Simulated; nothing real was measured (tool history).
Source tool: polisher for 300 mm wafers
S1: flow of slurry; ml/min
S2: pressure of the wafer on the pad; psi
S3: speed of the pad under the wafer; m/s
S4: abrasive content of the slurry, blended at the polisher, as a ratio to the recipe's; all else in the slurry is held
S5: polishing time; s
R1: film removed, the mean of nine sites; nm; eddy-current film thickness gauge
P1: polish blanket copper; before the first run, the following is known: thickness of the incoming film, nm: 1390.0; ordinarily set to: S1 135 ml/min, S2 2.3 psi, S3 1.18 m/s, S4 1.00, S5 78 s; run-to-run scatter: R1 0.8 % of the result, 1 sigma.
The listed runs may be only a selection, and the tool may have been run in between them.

run,hour,S1,S2,S3,S4,S5,R1
1,11.0,135,2.3,1.18,1.00,78,214.72
2,23.2,135,2.3,1.18,1.00,78,212.25
3,34.1,135,2.3,1.60,1.00,78,289.85
4,45.7,135,1.6,1.18,1.00,78,148.22
5,59.6,135,2.3,1.50,1.30,78,289.73
6,68.0,135,2.3,1.18,1.00,78,219.33
7,81.3,135,2.3,1.18,1.00,78,214.43
8,97.2,135,2.3,1.18,1.00,78,218.16
9,106.2,135,2.3,1.18,1.00,78,214.53
# hour 113.8: slurry nozzle cleaned
10,115.1,135,2.3,1.18,1.25,78,228.52
11,122.5,135,2.3,1.18,1.00,78,215.49
12,133.9,135,2.3,1.18,1.00,44,123.15
13,145.9,135,2.3,1.18,1.00,112,304.72
14,159.0,135,2.3,1.18,0.55,78,188.79
15,169.7,185,2.3,1.18,1.00,78,230.94
16,181.0,135,3.5,1.18,1.00,78,327.32
17,188.1,135,2.3,0.54,1.00,78,99.73
18,199.5,85,2.3,1.18,1.00,78,193.34
19,212.4,135,2.3,1.18,1.00,78,213.20
20,224.6,135,2.3,1.18,1.00,78,209.43
21,238.1,135,2.3,1.18,1.00,78,200.60
22,245.9,135,2.3,1.18,1.00,78,198.69
# hour 252.4: worn pad replaced by a new one
23,257.5,135,2.3,1.18,1.00,78,197.60
# hour 263.7: slurry blender recalibrated
24,271.7,135,2.3,1.18,1.00,78,194.57
25,279.2,135,2.3,1.18,1.00,78,194.89
26,286.8,135,2.3,1.18,1.00,78,197.47
27,299.3,135,2.3,1.18,1.00,78,194.77

The log shows P1 creeping away from where it was. Any of the 2 causes listed here, at the size stated for it, fits the log just as well as the others:
A: head's pressure below its setpoint, % = 9.88
B: slurry flow missing at the pad, % = 35.9
The process output started creeping at around hour 212.4.
The rest of the possible causes, and what rules out each one:
removal rate lost through wear of the pad, %: was serviced at hour 252.4, once the creep was under way, yet the earlier output never came back
abrasive missing from the slurry, %: was serviced at hour 263.7, once the creep was under way, yet the earlier output never came back

4 check runs are offered, each on 2 wafers whose results are averaged, their results left as question marks. Which one tells the causes apart?
check 1,311.8,135,3.2,1.18,1.00,102,?
check 2,311.8,85,2.3,1.18,1.00,78,?
check 3,311.8,135,2.3,1.18,0.75,106,?
check 4,311.8,135,2.3,0.78,0.60,78,?

Expected result of each check under each candidate cause:
check,result,if A,if B
check 1,R1,354.00,353.95
check 2,R1,174.43,165.76
check 3,R1,248.87,248.84
check 4,R1,115.67,115.65
Distance between the nearest two causes, measured in the result of the check that separates them most: check 1 0.01 %; check 2 5.1 %; check 3 0.01 %; check 4 0.01 %
The other checks would show nearly matching results whichever cause is true, so check 2 is the only one that separates the causes.

Then check 2 was run and gave: R1 174.41 nm. Which cause is it?

It was cause A: head's pressure below its setpoint, %.
